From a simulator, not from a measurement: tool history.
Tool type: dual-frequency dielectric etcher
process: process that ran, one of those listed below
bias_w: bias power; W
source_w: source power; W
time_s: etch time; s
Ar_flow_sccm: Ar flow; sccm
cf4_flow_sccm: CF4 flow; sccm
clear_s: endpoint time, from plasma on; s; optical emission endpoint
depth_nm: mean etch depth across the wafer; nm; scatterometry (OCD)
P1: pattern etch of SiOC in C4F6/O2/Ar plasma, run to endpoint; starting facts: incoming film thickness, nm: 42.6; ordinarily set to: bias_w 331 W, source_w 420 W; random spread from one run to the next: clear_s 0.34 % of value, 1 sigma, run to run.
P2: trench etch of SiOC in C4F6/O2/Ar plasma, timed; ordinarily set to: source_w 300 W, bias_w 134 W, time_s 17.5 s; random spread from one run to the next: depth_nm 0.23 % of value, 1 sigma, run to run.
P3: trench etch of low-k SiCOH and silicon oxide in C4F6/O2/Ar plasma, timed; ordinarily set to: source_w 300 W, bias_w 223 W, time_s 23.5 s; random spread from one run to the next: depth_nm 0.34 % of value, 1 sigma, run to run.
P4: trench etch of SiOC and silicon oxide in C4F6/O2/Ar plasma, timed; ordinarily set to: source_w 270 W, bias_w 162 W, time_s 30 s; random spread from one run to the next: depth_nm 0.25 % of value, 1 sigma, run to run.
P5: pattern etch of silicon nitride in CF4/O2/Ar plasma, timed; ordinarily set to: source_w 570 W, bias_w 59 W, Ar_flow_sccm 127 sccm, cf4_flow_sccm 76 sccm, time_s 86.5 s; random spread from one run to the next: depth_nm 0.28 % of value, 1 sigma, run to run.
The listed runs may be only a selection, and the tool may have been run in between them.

run,hour,process,bias_w,source_w,time_s,Ar_flow_sccm,cf4_flow_sccm,clear_s,depth_nm
1,15.4,P1,331,420,,,,16.523,
2,24.8,P1,446,510,,,,13.808,
3,37.4,P1,331,340,,,,18.005,
4,47.2,P3,223,300,33.5,,,,99.711
5,62.5,P4,162,270,41,,,,65.908
6,80.7,P2,134,300,17.5,,,,31.041
7,97.2,P1,331,420,,,,16.643,
8,112.5,P5,59,570,86.5,94,76,,192.8
9,121,P1,227,420,,,,18.855,
10,136.2,P1,199,560,,,,17.504,
11,144.2,P3,223,430,23.5,,,,80.049
12,160.8,P5,59,570,125.5,127,76,,267.88
13,170.2,P2,134,300,23.5,,,,41.782
14,187.9,P2,164,300,17.5,,,,33.168
15,205.2,P5,59,570,86.5,127,76,,184.71
16,219.3,P2,134,400,17.5,,,,34.859
17,234,P5,59,760,86.5,127,76,,235.04
18,246.6,P1,331,420,,,,16.645,
19,255.4,P4,125,270,30,,,,44.445
20,273.7,P1,331,420,,,,16.567,
21,291.4,P3,223,300,23.5,,,,69.375
22,305.3,P2,134,300,17.5,,,,31.242
23,314.5,P5,35,570,86.5,127,76,,150.81
24,323.5,P1,457,510,,,,13.724,
25,337.8,P1,448,420,,,,14.787,
26,347.4,P3,144,300,23.5,,,,60.609
27,365.8,P4,162,270,30,,,,48.536
28,380.4,P4,162,370,30,,,,54.498
29,393.1,P3,223,300,23.5,,,,69.729
30,402.4,P1,331,510,,,,15.391,
31,420.4,P5,59,570,86.5,127,45,,171.65
32,438.1,P1,331,420,,,,16.596,
33,455.8,P1,331,420,,,,16.771,
34,472.7,P1,331,420,,,,16.743,
35,482.3,P1,331,420,,,,16.806,
36,499.4,P1,331,420,,,,16.936,
# hour 510.2: wet clean of the chamber
37,514.9,P1,331,420,,,,16.857,
38,528.9,P1,331,420,,,,16.779,
39,543.5,P1,331,420,,,,16.924,

The output of P1 has drifted from where it used to be. Each of the 2 causes below, taken at the size shown beside it, accounts for the log equally well:
A: bias power that arrives under what is set, % = 4.7
B: source power that arrives under what is set, % = 4.35
At approximately hour 438.1, the process output began to creep.
Why every other cause is out:
chamber walls in a state that lowers the etch rate, %: serviced after onset, at hour 510.2, with no recovery of the prior output

Of the 4 check runs listed below, each run on one wafer and each result written as a question mark, which would let you distinguish the listed causes because they would give clearly different results?
check 1,558.1,P3,223,410,33.5,,,,?
check 2,558.1,P5,35,570,86.5,127,76,,?
check 3,558.1,P4,162,320,30,,,,?
check 4,558.1,P2,134,360,17.5,,,,?

How each check would come out, cause by cause:
check,result,if A,if B
check 1,depth_nm,110.52,110.37
check 2,depth_nm,148.04,144.94
check 3,depth_nm,50.776,50.661
check 4,depth_nm,33.006,32.897
How far apart the two closest causes lie, in the result that separates them most: check 1 0.13 %; check 2 2.11 %; check 3 0.23 %; check 4 0.33 %
The other checks would show nearly matching results whichever cause is true, so check 2 is the only one that separates the causes.

With check 2 done, the readings were: depth_nm 145.22 nm. Identify which of the listed causes applies.

Of the candidate causes, it is B: source power that arrives under what is set, %.
